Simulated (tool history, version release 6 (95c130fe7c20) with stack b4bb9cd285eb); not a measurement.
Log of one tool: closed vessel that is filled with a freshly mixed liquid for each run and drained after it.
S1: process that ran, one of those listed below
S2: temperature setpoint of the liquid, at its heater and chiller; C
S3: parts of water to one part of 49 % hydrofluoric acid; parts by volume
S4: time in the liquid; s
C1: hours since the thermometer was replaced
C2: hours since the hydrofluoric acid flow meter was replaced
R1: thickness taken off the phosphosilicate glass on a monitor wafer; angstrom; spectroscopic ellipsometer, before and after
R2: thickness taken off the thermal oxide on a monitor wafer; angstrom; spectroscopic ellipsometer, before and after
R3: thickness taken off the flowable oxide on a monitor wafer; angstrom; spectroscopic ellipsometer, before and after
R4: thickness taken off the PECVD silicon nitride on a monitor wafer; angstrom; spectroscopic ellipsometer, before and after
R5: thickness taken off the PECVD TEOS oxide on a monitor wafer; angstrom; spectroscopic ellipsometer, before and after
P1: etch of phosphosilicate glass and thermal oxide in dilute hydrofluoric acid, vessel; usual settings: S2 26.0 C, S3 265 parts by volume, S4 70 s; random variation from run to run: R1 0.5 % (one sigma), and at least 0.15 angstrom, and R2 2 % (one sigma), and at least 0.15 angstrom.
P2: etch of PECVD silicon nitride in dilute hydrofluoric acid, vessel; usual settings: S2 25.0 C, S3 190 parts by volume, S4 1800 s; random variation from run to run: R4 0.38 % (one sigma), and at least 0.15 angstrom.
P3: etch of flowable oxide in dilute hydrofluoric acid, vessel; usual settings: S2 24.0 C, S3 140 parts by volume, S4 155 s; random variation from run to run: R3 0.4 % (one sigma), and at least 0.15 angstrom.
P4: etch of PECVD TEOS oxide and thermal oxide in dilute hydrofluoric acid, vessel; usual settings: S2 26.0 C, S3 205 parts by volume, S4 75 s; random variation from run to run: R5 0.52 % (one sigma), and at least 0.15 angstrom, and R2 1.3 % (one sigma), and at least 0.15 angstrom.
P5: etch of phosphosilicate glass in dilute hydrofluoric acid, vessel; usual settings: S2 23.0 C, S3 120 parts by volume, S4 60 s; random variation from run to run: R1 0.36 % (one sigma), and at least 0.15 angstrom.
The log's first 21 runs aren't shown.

run     day  S1    S2   S3   S4      C1      C2        R1       R2      R3  R4       R5
 22  12.312  P1  26.0  265   70  2125.1   756.2   263.620  12.5760
 23  12.867  P1  32.5  265   70  2138.4   769.5   323.570  14.6910
 24  13.233  P5  23.0  205   60  2147.2   778.3   447.240
 25  13.904  P4  30.5  205   75  2163.3   794.4            20.7400              103.630
 26  14.575  P3  24.0  250  155  2179.4   810.5                     245.12
 27  15.288  P1  26.0  265   70  2196.5   827.6   258.720  12.1330
 28  15.821  P3  28.5  140  155  2209.3   840.4                     587.74
 29  16.329  P1  19.5  265   70  2221.5   852.6   205.900  10.2540
 30  17.029  P5  30.0  120   60  2238.3   869.4  1096.400
 31  17.467  P1  18.5  265  120  2248.8   879.9   339.190  15.9520
 32  17.962  P1  26.0  165   70  2260.7   891.8   462.610  22.3150
 33  18.338  P1  26.0  265   70  2269.7   900.8   259.700  12.2250
 34  19.117  P1  26.0  265   70  2288.4   919.5   269.900  13.5560
 35  19.525  P1  26.0  265   70  2298.2   929.3   274.220  13.4010
 36  20.154  P1  26.0  265   70  2313.3   944.4   275.710  12.9370
 37  20.833  P1  26.0  265   70  2329.6   960.7   279.890  13.1700
 38  21.338  P1  26.0  265   70  2341.7   972.8   279.370  13.3840
 39  21.871  P1  26.0  265   70  2354.5   985.6   280.410  13.7640
 40  22.396  P1  26.0  265   70  2367.1   998.2   281.610  13.2720
 41  23.138  P1  26.0  265   70  2384.9  1016.0   278.810  13.1570

The next listed run, before its measurement:
 42  23.921  P1  26.0  265  70  2403.7  1034.8   ?   ?

Run 42 gave R1 280.540 angstrom, R2 13.2900 angstrom.
